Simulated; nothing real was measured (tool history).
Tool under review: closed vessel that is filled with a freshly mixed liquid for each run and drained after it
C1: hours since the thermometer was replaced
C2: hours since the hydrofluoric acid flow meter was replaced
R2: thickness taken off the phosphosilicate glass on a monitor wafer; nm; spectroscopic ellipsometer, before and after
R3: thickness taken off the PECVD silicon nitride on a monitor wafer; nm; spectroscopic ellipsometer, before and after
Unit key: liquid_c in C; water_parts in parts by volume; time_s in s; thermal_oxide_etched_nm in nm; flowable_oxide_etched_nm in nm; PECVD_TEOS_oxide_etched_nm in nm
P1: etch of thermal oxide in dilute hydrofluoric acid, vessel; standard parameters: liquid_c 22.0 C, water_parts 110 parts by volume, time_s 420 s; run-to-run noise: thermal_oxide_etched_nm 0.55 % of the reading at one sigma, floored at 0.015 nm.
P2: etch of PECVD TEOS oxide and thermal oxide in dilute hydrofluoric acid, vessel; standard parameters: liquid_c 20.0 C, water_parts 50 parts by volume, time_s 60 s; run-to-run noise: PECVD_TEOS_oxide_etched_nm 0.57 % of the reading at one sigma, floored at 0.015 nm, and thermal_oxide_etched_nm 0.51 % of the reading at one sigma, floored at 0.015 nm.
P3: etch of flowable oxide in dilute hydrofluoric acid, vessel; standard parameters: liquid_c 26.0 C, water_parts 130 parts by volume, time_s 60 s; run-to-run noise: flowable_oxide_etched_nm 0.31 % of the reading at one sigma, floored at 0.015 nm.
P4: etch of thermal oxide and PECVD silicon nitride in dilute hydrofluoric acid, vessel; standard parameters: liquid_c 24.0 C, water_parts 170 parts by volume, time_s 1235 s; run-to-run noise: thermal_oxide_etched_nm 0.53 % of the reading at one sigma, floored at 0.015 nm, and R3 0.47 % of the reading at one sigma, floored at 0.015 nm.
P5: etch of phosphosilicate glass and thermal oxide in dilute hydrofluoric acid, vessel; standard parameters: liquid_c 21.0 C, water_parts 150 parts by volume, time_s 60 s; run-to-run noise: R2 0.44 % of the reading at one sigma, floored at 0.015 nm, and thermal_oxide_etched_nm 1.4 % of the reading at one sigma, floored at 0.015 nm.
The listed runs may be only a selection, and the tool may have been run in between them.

run 1 hour=9.3 | process=P1 liquid_c=22.0 water_parts=110 time_s=420 | C1=1046.3 C2=945.7 | thermal_oxide_etched_nm=16.80200
run 2 hour=13.9 | process=P1 liquid_c=22.0 water_parts=110 time_s=30 | C1=1050.9 C2=950.3 | thermal_oxide_etched_nm=1.19630
run 3 hour=23.4 | process=P5 liquid_c=21.0 water_parts=150 time_s=60 | C1=1060.4 C2=959.8 | thermal_oxide_etched_nm=1.67990 R2=43.046
run 4 hour=31.7 | process=P1 liquid_c=22.0 water_parts=110 time_s=420 | C1=1068.7 C2=968.1 | thermal_oxide_etched_nm=16.48400
run 5 hour=40.6 | process=P1 liquid_c=22.0 water_parts=70 time_s=420 | C1=1077.6 C2=977.0 | thermal_oxide_etched_nm=27.43500
run 6 hour=47.3 | process=P1 liquid_c=22.0 water_parts=110 time_s=420 | C1=1084.3 C2=983.7 | thermal_oxide_etched_nm=16.58100
run 7 hour=55.6 | process=P4 liquid_c=24.0 water_parts=170 time_s=1235 | C1=1092.6 C2=992.0 | thermal_oxide_etched_nm=32.78000 R3=24.132
run 8 hour=60.8 | process=P1 liquid_c=22.0 water_parts=110 time_s=420 | C1=1097.8 C2=997.2 | thermal_oxide_etched_nm=16.69500
run 9 hour=65.6 | process=P1 liquid_c=22.0 water_parts=185 time_s=420 | C1=1102.6 C2=1002.0 | thermal_oxide_etched_nm=9.20820
run 10 hour=74.7 | process=P1 liquid_c=22.0 water_parts=70 time_s=715 | C1=1111.7 C2=1011.1 | thermal_oxide_etched_nm=46.89600
run 11 hour=83.4 | process=P3 liquid_c=26.0 water_parts=130 time_s=60 | C1=1120.4 C2=1019.8 | flowable_oxide_etched_nm=14.7360
run 12 hour=87.8 | process=P5 liquid_c=21.0 water_parts=250 time_s=60 | C1=1124.8 C2=1024.2 | thermal_oxide_etched_nm=0.89426 R2=23.569
run 13 hour=95.0 | process=P4 liquid_c=24.0 water_parts=170 time_s=1235 | C1=1132.0 C2=1031.4 | thermal_oxide_etched_nm=32.75600 R3=24.139
run 14 hour=101.9 | process=P4 liquid_c=31.5 water_parts=170 time_s=1235 | C1=1138.9 C2=1038.3 | thermal_oxide_etched_nm=43.07000 R3=37.762
run 15 hour=108.9 | process=P3 liquid_c=26.0 water_parts=25 time_s=60 | C1=1145.9 C2=1045.3 | flowable_oxide_etched_nm=87.7310
run 16 hour=116.7 | process=P1 liquid_c=22.0 water_parts=110 time_s=420 | C1=1153.7 C2=1053.1 | thermal_oxide_etched_nm=16.81800
run 17 hour=121.8 | process=P3 liquid_c=26.0 water_parts=130 time_s=30 | C1=1158.8 C2=1058.2 | flowable_oxide_etched_nm=7.3747
run 18 hour=128.5 | process=P1 liquid_c=22.0 water_parts=110 time_s=420 | C1=1165.5 C2=1064.9 | thermal_oxide_etched_nm=16.66500
run 19 hour=133.2 | process=P4 liquid_c=24.0 water_parts=310 time_s=1235 | C1=1170.2 C2=1069.6 | thermal_oxide_etched_nm=15.50500 R3=13.369
run 20 hour=140.1 | process=P1 liquid_c=17.5 water_parts=110 time_s=420 | C1=1177.1 C2=1076.5 | thermal_oxide_etched_nm=13.74800
run 21 hour=149.6 | process=P5 liquid_c=21.0 water_parts=150 time_s=100 | C1=1186.6 C2=1086.0 | thermal_oxide_etched_nm=2.76090 R2=72.512
run 22 hour=158.6 | process=P2 liquid_c=20.0 water_parts=30 time_s=60 | C1=1195.6 C2=1095.0 | thermal_oxide_etched_nm=8.92910 PECVD_TEOS_oxide_etched_nm=21.3250
run 23 hour=168.2 | process=P1 liquid_c=17.0 water_parts=110 time_s=725 | C1=1205.2 C2=1104.6 | thermal_oxide_etched_nm=23.72400
run 24 hour=172.6 | process=P3 liquid_c=21.5 water_parts=130 time_s=60 | C1=1209.6 C2=1109.0 | flowable_oxide_etched_nm=12.3900
run 25 hour=177.6 | process=P1 liquid_c=22.0 water_parts=110 time_s=420 | C1=1214.6 C2=1114.0 | thermal_oxide_etched_nm=16.80500
run 26 hour=185.3 | process=P5 liquid_c=21.0 water_parts=150 time_s=60 | C1=1222.3 C2=1121.7 | thermal_oxide_etched_nm=1.67140 R2=43.413
run 27 hour=194.8 | process=P2 liquid_c=20.0 water_parts=50 time_s=60 | C1=1231.8 C2=1131.2 | thermal_oxide_etched_nm=5.22180 PECVD_TEOS_oxide_etched_nm=12.5830
run 28 hour=203.6 | process=P5 liquid_c=28.0 water_parts=150 time_s=60 | C1=1240.6 C2=1140.0 | thermal_oxide_etched_nm=2.17660 R2=56.167
run 29 hour=210.6 | process=P1 liquid_c=17.0 water_parts=110 time_s=610 | C1=1247.6 C2=1147.0 | thermal_oxide_etched_nm=19.82200
run 30 hour=215.6 | process=P1 liquid_c=22.0 water_parts=110 time_s=735 | C1=1252.6 C2=1152.0 | thermal_oxide_etched_nm=29.46400
run 31 hour=222.7 | process=P1 liquid_c=27.0 water_parts=110 time_s=420 | C1=1259.7 C2=1159.1 | thermal_oxide_etched_nm=20.12900
run 32 hour=228.3 | process=P2 liquid_c=20.0 water_parts=50 time_s=30 | C1=1265.3 C2=1164.7 | thermal_oxide_etched_nm=2.56520 PECVD_TEOS_oxide_etched_nm=6.2806
run 33 hour=236.1 | process=P2 liquid_c=25.5 water_parts=50 time_s=60 | C1=1273.1 C2=1172.5 | thermal_oxide_etched_nm=6.49120 PECVD_TEOS_oxide_etched_nm=15.6530
run 34 hour=244.2 | process=P4 liquid_c=24.0 water_parts=170 time_s=2355 | C1=1281.2 C2=1180.6 | thermal_oxide_etched_nm=62.64500 R3=46.231
run 35 hour=253.6 | process=P3 liquid_c=26.0 water_parts=130 time_s=60 | C1=1290.6 C2=1190.0 | flowable_oxide_etched_nm=14.6870
run 36 hour=259.0 | process=P1 liquid_c=22.0 water_parts=110 time_s=420 | C1=1296.0 C2=1195.4 | thermal_oxide_etched_nm=16.75400
run 37 hour=268.0 | process=P1 liquid_c=22.0 water_parts=110 time_s=420 | C1=1305.0 C2=1204.4 | thermal_oxide_etched_nm=17.48400
run 38 hour=274.8 | process=P1 liquid_c=22.0 water_parts=110 time_s=420 | C1=1311.8 C2=1211.2 | thermal_oxide_etched_nm=17.79600
run 39 hour=281.3 | process=P1 liquid_c=22.0 water_parts=110 time_s=420 | C1=1318.3 C2=1217.7 | thermal_oxide_etched_nm=18.01600
run 40 hour=289.9 | process=P1 liquid_c=22.0 water_parts=110 time_s=420 | C1=1326.9 C2=1226.3 | thermal_oxide_etched_nm=18.13500
run 41 hour=297.1 | process=P1 liquid_c=22.0 water_parts=110 time_s=420 | C1=1334.1 C2=1233.5 | thermal_oxide_etched_nm=18.33700
run 42 hour=305.2 | process=P1 liquid_c=22.0 water_parts=110 time_s=420 | C1=1342.2 C2=1241.6 | thermal_oxide_etched_nm=18.23600
run 43 hour=311.4 | process=P1 liquid_c=22.0 water_parts=110 time_s=420 | C1=1348.4 C2=1247.8 | thermal_oxide_etched_nm=18.30200

What P1 gives has crept away from where it was. These 2 causes fit the log equally well, each at the size given:
A: liquid hotter than its thermometer reads (K) = 2.3
B: hydrofluoric acid flow above the setpoint (%) = 8.43
The drift started at roughly hour 259.0.

The check runs listed below each take one wafer, and their results are still question marks. Under which run would the listed causes lead to clearly different results?
run check 1 hour=317.6 | process=P4 liquid_c=24.0 water_parts=170 time_s=1235 | thermal_oxide_etched_nm=? R3=?
run check 2 hour=317.6 | process=P5 liquid_c=21.0 water_parts=150 time_s=60 | thermal_oxide_etched_nm=? R2=?
run check 3 hour=317.6 | process=P2 liquid_c=20.0 water_parts=50 time_s=60 | thermal_oxide_etched_nm=? PECVD_TEOS_oxide_etched_nm=?
run check 4 hour=317.6 | process=P3 liquid_c=26.0 water_parts=130 time_s=60 | flowable_oxide_etched_nm=?

If the cause were each of the candidates in turn, the checks would give the following:
check=check_1 result=thermal_oxide_etched_nm if_A=35.76500 if_B=36.12900
check=check_1 result=R3 if_A=27.833 if_B=26.066
check=check_2 result=thermal_oxide_etched_nm if_A=1.82040 if_B=1.82740
check=check_2 result=R2 if_A=47.220 if_B=47.403
check=check_3 result=thermal_oxide_etched_nm if_A=5.73020 if_B=5.66670
check=check_3 result=PECVD_TEOS_oxide_etched_nm if_A=13.8330 if_B=13.6790
check=check_4 result=flowable_oxide_etched_nm if_A=16.0070 if_B=16.1200
Distance between the nearest two causes, measured in the result of the check that separates them most: check 1 6.56 %; check 2 0.39 %; check 3 1.11 %; check 4 0.7 %
The other checks would show nearly matching results whichever cause is true, so check 1 is the only one that separates the causes.

Then check 1 was run and gave: thermal_oxide_etched_nm 35.66500 nm; R3 27.893 nm. Which cause is it?

The correct cause is A, namely: liquid hotter than its thermometer reads (K).
